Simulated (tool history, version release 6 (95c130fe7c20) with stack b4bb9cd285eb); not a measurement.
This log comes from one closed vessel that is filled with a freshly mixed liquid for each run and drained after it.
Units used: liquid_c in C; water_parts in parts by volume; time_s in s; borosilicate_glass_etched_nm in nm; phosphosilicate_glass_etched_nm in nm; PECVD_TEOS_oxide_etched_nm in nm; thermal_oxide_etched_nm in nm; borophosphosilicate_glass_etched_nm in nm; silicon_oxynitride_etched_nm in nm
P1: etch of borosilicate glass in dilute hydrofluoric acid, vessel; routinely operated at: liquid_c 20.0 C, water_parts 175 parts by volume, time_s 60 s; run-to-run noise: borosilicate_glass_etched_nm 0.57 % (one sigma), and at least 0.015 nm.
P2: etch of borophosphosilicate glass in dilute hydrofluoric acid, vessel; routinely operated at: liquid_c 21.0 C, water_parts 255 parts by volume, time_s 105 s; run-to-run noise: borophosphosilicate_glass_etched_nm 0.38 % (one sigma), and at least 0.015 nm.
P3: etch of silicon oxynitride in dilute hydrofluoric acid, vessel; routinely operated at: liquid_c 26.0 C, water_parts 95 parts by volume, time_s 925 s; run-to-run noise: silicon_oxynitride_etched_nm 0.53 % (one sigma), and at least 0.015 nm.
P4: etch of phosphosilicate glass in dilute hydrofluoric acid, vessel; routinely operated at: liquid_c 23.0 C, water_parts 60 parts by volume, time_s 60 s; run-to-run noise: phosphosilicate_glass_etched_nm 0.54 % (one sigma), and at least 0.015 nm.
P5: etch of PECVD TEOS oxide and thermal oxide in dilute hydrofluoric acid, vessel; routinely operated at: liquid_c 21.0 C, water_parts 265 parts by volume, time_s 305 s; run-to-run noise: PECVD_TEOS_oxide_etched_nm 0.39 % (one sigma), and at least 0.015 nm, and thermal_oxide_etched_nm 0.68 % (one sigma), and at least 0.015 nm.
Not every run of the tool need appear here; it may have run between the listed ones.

run,day,process,liquid_c,water_parts,time_s,borosilicate_glass_etched_nm,phosphosilicate_glass_etched_nm,PECVD_TEOS_oxide_etched_nm,thermal_oxide_etched_nm,borophosphosilicate_glass_etched_nm,silicon_oxynitride_etched_nm
1,0.208,P1,20.0,175,60,6.0970,,,,,
2,0.462,P4,30.0,60,60,,113.750,,,,
3,0.708,P1,20.0,175,60,6.0834,,,,,
4,1.000,P4,23.0,105,60,,46.860,,,,
5,1.250,P5,21.0,115,305,,,45.558,10.8210,,
6,1.546,P1,20.0,175,95,9.7168,,,,,
7,1.750,P1,20.0,60,30,9.9850,,,,,
8,1.929,P1,20.0,175,60,5.9829,,,,,
9,2.154,P1,20.0,175,60,6.0557,,,,,
10,2.333,P2,27.5,255,105,,,,,32.656,
11,2.508,P3,31.0,95,925,,,,,,34.426
12,2.729,P1,20.0,315,60,2.9554,,,,,
13,3.021,P2,21.0,255,105,,,,,26.022,
14,3.233,P1,17.0,175,90,8.1535,,,,,
15,3.392,P1,20.0,35,60,35.5960,,,,,
16,3.650,P1,17.0,175,60,5.4184,,,,,
17,3.829,P5,17.0,265,305,,,14.551,3.4834,,
18,4.062,P3,26.0,25,925,,,,,,110.360
19,4.358,P2,21.0,255,180,,,,,44.442,
20,4.592,P2,21.0,255,105,,,,,26.019,
21,4.750,P4,23.0,60,30,,42.870,,,,
22,4.975,P5,21.0,265,305,,,16.970,4.0797,,
23,5.133,P1,20.0,175,30,3.0779,,,,,
24,5.408,P1,20.0,175,60,6.1177,,,,,
25,5.633,P3,26.0,95,925,,,,,,27.084
26,5.788,P4,23.0,60,60,,85.489,,,,
27,6.062,P1,20.0,175,60,6.0230,,,,,
28,6.229,P1,27.5,175,60,8.0808,,,,,
29,6.533,P3,26.0,95,1340,,,,,,39.682
30,6.754,P2,21.0,90,105,,,,,87.912,
31,6.896,P5,21.0,265,535,,,29.546,7.0827,,
32,7.038,P1,20.0,175,60,6.0694,,,,,
33,7.296,P1,20.0,175,60,6.3526,,,,,
34,7.571,P1,20.0,175,60,6.5022,,,,,
35,7.717,P1,20.0,175,60,6.5465,,,,,
36,7.975,P1,20.0,175,60,6.5745,,,,,
37,8.246,P1,20.0,175,60,6.6342,,,,,

The next listed run, before its measurement:
38,8.383,P1,20.0,175,60,?,,,,,

{"run 38": {"borosilicate_glass_etched_nm": 6.6375}}
